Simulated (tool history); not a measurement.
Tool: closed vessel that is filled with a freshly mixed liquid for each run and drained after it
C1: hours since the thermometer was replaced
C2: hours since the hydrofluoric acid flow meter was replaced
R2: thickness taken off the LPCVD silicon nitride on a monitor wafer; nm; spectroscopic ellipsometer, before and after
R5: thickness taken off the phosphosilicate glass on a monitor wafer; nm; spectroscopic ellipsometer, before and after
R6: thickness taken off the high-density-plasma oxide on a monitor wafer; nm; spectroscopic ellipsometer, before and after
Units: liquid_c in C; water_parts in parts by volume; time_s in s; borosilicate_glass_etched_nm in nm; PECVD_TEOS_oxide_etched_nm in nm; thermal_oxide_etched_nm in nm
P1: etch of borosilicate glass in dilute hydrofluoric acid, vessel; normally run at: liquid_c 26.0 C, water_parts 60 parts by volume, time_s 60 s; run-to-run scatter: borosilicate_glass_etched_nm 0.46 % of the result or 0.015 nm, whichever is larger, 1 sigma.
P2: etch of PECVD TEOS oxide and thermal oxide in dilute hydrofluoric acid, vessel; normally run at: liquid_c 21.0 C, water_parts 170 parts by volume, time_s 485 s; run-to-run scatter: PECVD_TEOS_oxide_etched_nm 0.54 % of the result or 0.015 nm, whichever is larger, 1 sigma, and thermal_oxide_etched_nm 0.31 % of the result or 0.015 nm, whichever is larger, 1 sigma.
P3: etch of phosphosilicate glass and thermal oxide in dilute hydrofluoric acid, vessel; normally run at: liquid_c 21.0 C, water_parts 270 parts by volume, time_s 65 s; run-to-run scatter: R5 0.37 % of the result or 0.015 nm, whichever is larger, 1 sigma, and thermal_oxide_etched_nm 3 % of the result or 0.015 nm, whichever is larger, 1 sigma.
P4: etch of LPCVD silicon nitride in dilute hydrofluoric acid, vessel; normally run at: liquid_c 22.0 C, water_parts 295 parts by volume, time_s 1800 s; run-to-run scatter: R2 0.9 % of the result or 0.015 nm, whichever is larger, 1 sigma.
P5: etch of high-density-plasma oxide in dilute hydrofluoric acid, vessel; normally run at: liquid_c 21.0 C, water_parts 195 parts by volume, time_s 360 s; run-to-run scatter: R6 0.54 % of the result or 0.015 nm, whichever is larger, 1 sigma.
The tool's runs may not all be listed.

run 1 hour=8.1 | process=P1 liquid_c=26.0 water_parts=60 time_s=60 | C1=389.7 C2=469.4 | borosilicate_glass_etched_nm=29.134
run 2 hour=14.1 | process=P4 liquid_c=22.0 water_parts=295 time_s=1800 | C1=395.7 C2=475.4 | R2=3.0376
run 3 hour=22.8 | process=P4 liquid_c=22.0 water_parts=295 time_s=3335 | C1=404.4 C2=484.1 | R2=5.6001
-- hour=29.9 hydrofluoric acid flow meter replaced
run 4 hour=29.9 | process=P1 liquid_c=26.0 water_parts=60 time_s=60 | C1=411.5 C2=0.0 | borosilicate_glass_etched_nm=29.078
run 5 hour=37.4 | process=P1 liquid_c=26.0 water_parts=60 time_s=110 | C1=419.0 C2=7.5 | borosilicate_glass_etched_nm=53.289
run 6 hour=48.4 | process=P1 liquid_c=19.0 water_parts=60 time_s=60 | C1=430.0 C2=18.5 | borosilicate_glass_etched_nm=21.847
run 7 hour=56.4 | process=P2 liquid_c=17.0 water_parts=170 time_s=485 | C1=438.0 C2=26.5 | PECVD_TEOS_oxide_etched_nm=29.2970 thermal_oxide_etched_nm=9.55020
run 8 hour=65.0 | process=P3 liquid_c=21.0 water_parts=60 time_s=65 | C1=446.6 C2=35.1 | thermal_oxide_etched_nm=4.27640 R5=135.920
run 9 hour=73.9 | process=P5 liquid_c=21.0 water_parts=195 time_s=360 | C1=455.5 C2=44.0 | R6=7.5840
run 10 hour=80.6 | process=P4 liquid_c=17.0 water_parts=295 time_s=1800 | C1=462.2 C2=50.7 | R2=2.1680
run 11 hour=90.0 | process=P2 liquid_c=21.0 water_parts=295 time_s=485 | C1=471.6 C2=60.1 | PECVD_TEOS_oxide_etched_nm=17.5380 thermal_oxide_etched_nm=5.73300
run 12 hour=98.8 | process=P3 liquid_c=21.0 water_parts=270 time_s=65 | C1=480.4 C2=68.9 | thermal_oxide_etched_nm=0.85012 R5=24.289
run 13 hour=106.7 | process=P1 liquid_c=26.0 water_parts=25 time_s=60 | C1=488.3 C2=76.8 | borosilicate_glass_etched_nm=74.317
run 14 hour=113.3 | process=P1 liquid_c=26.0 water_parts=90 time_s=60 | C1=494.9 C2=83.4 | borosilicate_glass_etched_nm=18.648
run 15 hour=118.4 | process=P1 liquid_c=26.0 water_parts=60 time_s=60 | C1=500.0 C2=88.5 | borosilicate_glass_etched_nm=28.833
run 16 hour=126.4 | process=P5 liquid_c=21.0 water_parts=65 time_s=360 | C1=508.0 C2=96.5 | R6=26.6590
run 17 hour=133.8 | process=P2 liquid_c=21.0 water_parts=170 time_s=30 | C1=515.4 C2=103.9 | PECVD_TEOS_oxide_etched_nm=2.1181 thermal_oxide_etched_nm=0.69483
run 18 hour=144.4 | process=P3 liquid_c=21.0 water_parts=270 time_s=110 | C1=526.0 C2=114.5 | thermal_oxide_etched_nm=1.38490 R5=41.040
run 19 hour=149.5 | process=P1 liquid_c=26.0 water_parts=60 time_s=30 | C1=531.1 C2=119.6 | borosilicate_glass_etched_nm=14.695
run 20 hour=160.3 | process=P1 liquid_c=32.5 water_parts=60 time_s=60 | C1=541.9 C2=130.4 | borosilicate_glass_etched_nm=37.475
run 21 hour=167.6 | process=P5 liquid_c=21.0 water_parts=195 time_s=360 | C1=549.2 C2=137.7 | R6=7.6653
run 22 hour=178.0 | process=P4 liquid_c=22.0 water_parts=295 time_s=1800 | C1=559.6 C2=148.1 | R2=2.9508
run 23 hour=184.7 | process=P1 liquid_c=26.0 water_parts=60 time_s=60 | C1=566.3 C2=154.8 | borosilicate_glass_etched_nm=29.010
run 24 hour=193.3 | process=P2 liquid_c=21.0 water_parts=170 time_s=485 | C1=574.9 C2=163.4 | PECVD_TEOS_oxide_etched_nm=34.0570 thermal_oxide_etched_nm=11.24300
run 25 hour=198.3 | process=P1 liquid_c=26.0 water_parts=60 time_s=60 | C1=579.9 C2=168.4 | borosilicate_glass_etched_nm=29.148
run 26 hour=205.0 | process=P5 liquid_c=17.0 water_parts=195 time_s=360 | C1=586.6 C2=175.1 | R6=6.4860
run 27 hour=211.4 | process=P5 liquid_c=21.0 water_parts=195 time_s=50 | C1=593.0 C2=181.5 | R6=1.0923
run 28 hour=220.5 | process=P3 liquid_c=21.0 water_parts=270 time_s=65 | C1=602.1 C2=190.6 | thermal_oxide_etched_nm=0.77334 R5=24.162
run 29 hour=226.7 | process=P1 liquid_c=29.5 water_parts=60 time_s=30 | C1=608.3 C2=196.8 | borosilicate_glass_etched_nm=16.778
run 30 hour=234.5 | process=P3 liquid_c=25.5 water_parts=270 time_s=65 | C1=616.1 C2=204.6 | thermal_oxide_etched_nm=0.96259 R5=28.626
run 31 hour=244.8 | process=P4 liquid_c=22.0 water_parts=50 time_s=1800 | C1=626.4 C2=214.9 | R2=16.9880
run 32 hour=254.5 | process=P1 liquid_c=26.0 water_parts=60 time_s=60 | C1=636.1 C2=224.6 | borosilicate_glass_etched_nm=28.881
run 33 hour=261.0 | process=P1 liquid_c=26.0 water_parts=60 time_s=60 | C1=642.6 C2=231.1 | borosilicate_glass_etched_nm=28.486
run 34 hour=269.3 | process=P1 liquid_c=26.0 water_parts=60 time_s=60 | C1=650.9 C2=239.4 | borosilicate_glass_etched_nm=27.796
run 35 hour=276.5 | process=P1 liquid_c=26.0 water_parts=60 time_s=60 | C1=658.1 C2=246.6 | borosilicate_glass_etched_nm=27.834
run 36 hour=283.8 | process=P1 liquid_c=26.0 water_parts=60 time_s=60 | C1=665.4 C2=253.9 | borosilicate_glass_etched_nm=27.463
run 37 hour=291.7 | process=P1 liquid_c=26.0 water_parts=60 time_s=60 | C1=673.3 C2=261.8 | borosilicate_glass_etched_nm=27.473
run 38 hour=298.7 | process=P1 liquid_c=26.0 water_parts=60 time_s=60 | C1=680.3 C2=268.8 | borosilicate_glass_etched_nm=27.491
run 39 hour=309.9 | process=P1 liquid_c=26.0 water_parts=60 time_s=60 | C1=691.5 C2=280.0 | borosilicate_glass_etched_nm=27.130

What P1 gives has crept away from where it was. These 2 causes fit the log equally well, each at the size given:
A: hydrofluoric acid flow below the setpoint (%) = 5.79
B: liquid colder than its thermometer reads (K) = 1.61
The creep began at about hour 254.5.

4 check runs are offered, each on 2 wafers whose results are averaged, their results left as question marks. Which one tells the causes apart?
run check 1 hour=321.1 | process=P4 liquid_c=17.0 water_parts=110 time_s=1800 | R2=?
run check 2 hour=321.1 | process=P3 liquid_c=21.0 water_parts=120 time_s=95 | thermal_oxide_etched_nm=? R5=?
run check 3 hour=321.1 | process=P2 liquid_c=21.0 water_parts=220 time_s=60 | PECVD_TEOS_oxide_etched_nm=? thermal_oxide_etched_nm=?
run check 4 hour=321.1 | process=P5 liquid_c=17.0 water_parts=70 time_s=360 | R6=?

What each check would give under each cause:
check=check_1 result=R2 if_A=5.2872 if_B=5.0044
check=check_2 result=thermal_oxide_etched_nm if_A=2.85220 if_B=2.85980
check=check_2 result=R5 if_A=86.733 if_B=86.964
check=check_3 result=PECVD_TEOS_oxide_etched_nm if_A=2.8875 if_B=2.9210
check=check_3 result=thermal_oxide_etched_nm if_A=0.95095 if_B=0.96197
check=check_4 result=R6 if_A=19.2940 if_B=19.1910
How far apart the two closest causes lie, in the result that separates them most: check 1 5.5 %; check 2 0.27 %; check 3 1.15 %; check 4 0.53 %
Check 1 tells the causes apart: in the others they would give nearly the same result.

Then check 1 was run and gave: R2 5.0069 nm. Which cause is it?

It is B: liquid colder than its thermometer reads (K).
